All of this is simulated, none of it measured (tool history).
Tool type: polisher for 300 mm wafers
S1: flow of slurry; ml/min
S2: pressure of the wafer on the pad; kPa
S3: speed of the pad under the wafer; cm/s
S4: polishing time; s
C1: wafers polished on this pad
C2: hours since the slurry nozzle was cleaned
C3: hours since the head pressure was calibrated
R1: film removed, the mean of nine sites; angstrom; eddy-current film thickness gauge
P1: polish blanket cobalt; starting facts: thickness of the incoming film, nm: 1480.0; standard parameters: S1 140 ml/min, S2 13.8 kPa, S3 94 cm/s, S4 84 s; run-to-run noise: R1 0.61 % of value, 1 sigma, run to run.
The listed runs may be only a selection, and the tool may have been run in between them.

{"run": 1, "hour": 4.2, "S1": 140, "S2": 13.8, "S3": 94, "S4": 84, "C1": 270, "C2": 52, "C3": 381.5, "R1": 4049.1}
{"run": 2, "hour": 6.4, "S1": 140, "S2": 13.8, "S3": 94, "S4": 84, "C1": 283, "C2": 54.2, "C3": 383.7, "R1": 4056}
{"run": 3, "hour": 8.5, "S1": 85, "S2": 13.8, "S3": 94, "S4": 84, "C1": 296, "C2": 56.3, "C3": 385.8, "R1": 3593.1}
{"run": 4, "hour": 11.3, "S1": 140, "S2": 13.8, "S3": 124, "S4": 84, "C1": 313, "C2": 59.1, "C3": 388.6, "R1": 5318.6}
{"run": 5, "hour": 15.3, "S1": 140, "S2": 20, "S3": 94, "S4": 84, "C1": 337, "C2": 63.1, "C3": 392.6, "R1": 5930}
{"run": 6, "hour": 17.7, "S1": 140, "S2": 13.8, "S3": 94, "S4": 84, "C1": 351, "C2": 65.5, "C3": 395, "R1": 4104}
{"run": 7, "hour": 19.8, "S1": 140, "S2": 13.8, "S3": 122, "S4": 112, "C1": 364, "C2": 67.6, "C3": 397.1, "R1": 7016.3}
{"run": 8, "hour": 22.0, "S1": 140, "S2": 13.8, "S3": 94, "S4": 84, "C1": 377, "C2": 69.8, "C3": 399.3, "R1": 4070.1}
{"run": 9, "hour": 25.5, "S1": 140, "S2": 6.2, "S3": 94, "S4": 84, "C1": 399, "C2": 73.3, "C3": 402.8, "R1": 1845.8}
{"run": 10, "hour": 29.3, "S1": 220, "S2": 13.8, "S3": 94, "S4": 84, "C1": 422, "C2": 77.1, "C3": 406.6, "R1": 4347}
{"run": 11, "hour": 32.6, "S1": 140, "S2": 13.8, "S3": 94, "S4": 122, "C1": 442, "C2": 80.4, "C3": 409.9, "R1": 5941.7}
{"run": 12, "hour": 36.4, "S1": 140, "S2": 13.8, "S3": 94, "S4": 51, "C1": 465, "C2": 84.2, "C3": 413.7, "R1": 2480.3}
{"run": 13, "hour": 38.7, "S1": 140, "S2": 13.8, "S3": 70, "S4": 84, "C1": 478, "C2": 86.5, "C3": 416, "R1": 3032.1}
{"run": 14, "hour": 41.8, "S1": 140, "S2": 13.8, "S3": 94, "S4": 84, "C1": 497, "C2": 89.6, "C3": 419.1, "R1": 4052.6}
{"run": 15, "hour": 44.8, "S1": 140, "S2": 13.8, "S3": 94, "S4": 84, "C1": 515, "C2": 92.6, "C3": 422.1, "R1": 3903.3}
{"run": 16, "hour": 47.2, "S1": 140, "S2": 13.8, "S3": 94, "S4": 84, "C1": 530, "C2": 95, "C3": 424.5, "R1": 3829.9}
{"run": 17, "hour": 51.1, "S1": 140, "S2": 13.8, "S3": 94, "S4": 84, "C1": 553, "C2": 98.9, "C3": 428.4, "R1": 3795.8}
{"hour": 52.6, "done": "worn pad replaced by a new one"}
{"run": 18, "hour": 54.2, "S1": 140, "S2": 13.8, "S3": 94, "S4": 84, "C1": 10, "C2": 102, "C3": 431.5, "R1": 3800.1}
{"run": 19, "hour": 56.8, "S1": 140, "S2": 13.8, "S3": 94, "S4": 84, "C1": 25, "C2": 104.6, "C3": 434.1, "R1": 3736.4}
{"run": 20, "hour": 59.0, "S1": 140, "S2": 13.8, "S3": 94, "S4": 84, "C1": 39, "C2": 106.8, "C3": 436.3, "R1": 3746.5}

Something has made what P1 gives creep away from where it was; the 2 causes below, each at its own stated size, fit the log equally well:
A: head's pressure below its setpoint, % = 8.04
B: slurry flow missing at the pad, % = 31.9
Onset of the creep was near hour 41.8.
What rules out each remaining cause:
removal rate lost through wear of the pad, %: serviced after onset, at hour 52.6, with no recovery of the prior output

Consider the 4 single-wafer check runs listed below, results given as question marks: which one distinguishes between the causes by giving clearly different results for each?
{"run": "check 1", "hour": 61.2, "S1": 85, "S2": 13.8, "S3": 94, "S4": 84, "R1": "?"}
{"run": "check 2", "hour": 61.2, "S1": 140, "S2": 13.8, "S3": 94, "S4": 61, "R1": "?"}
{"run": "check 3", "hour": 61.2, "S1": 140, "S2": 13.8, "S3": 122, "S4": 84, "R1": "?"}
{"run": "check 4", "hour": 61.2, "S1": 140, "S2": 6.2, "S3": 94, "S4": 120, "R1": "?"}

Outcome of each check run for each possible cause:
check=check_1 result=R1 if_A=3334.9 if_B=3186.9
check=check_2 result=R1 if_A=2716.9 if_B=2716.8
check=check_3 result=R1 if_A=4855.8 if_B=4855.5
check=check_4 result=R1 if_A=2405.2 if_B=2405
Distance between the nearest two causes, measured in the result of the check that separates them most: check 1 4.54 %; check 2 0.01 %; check 3 0.01 %; check 4 0.01 %
Check 1 distinguishes between the causes, while the remaining checks would return nearly the same result for all of them.

Running check 1 produced the following: R1 3310.2 angstrom. Which one of the listed causes fits?

A is the cause: head's pressure below its setpoint, %.
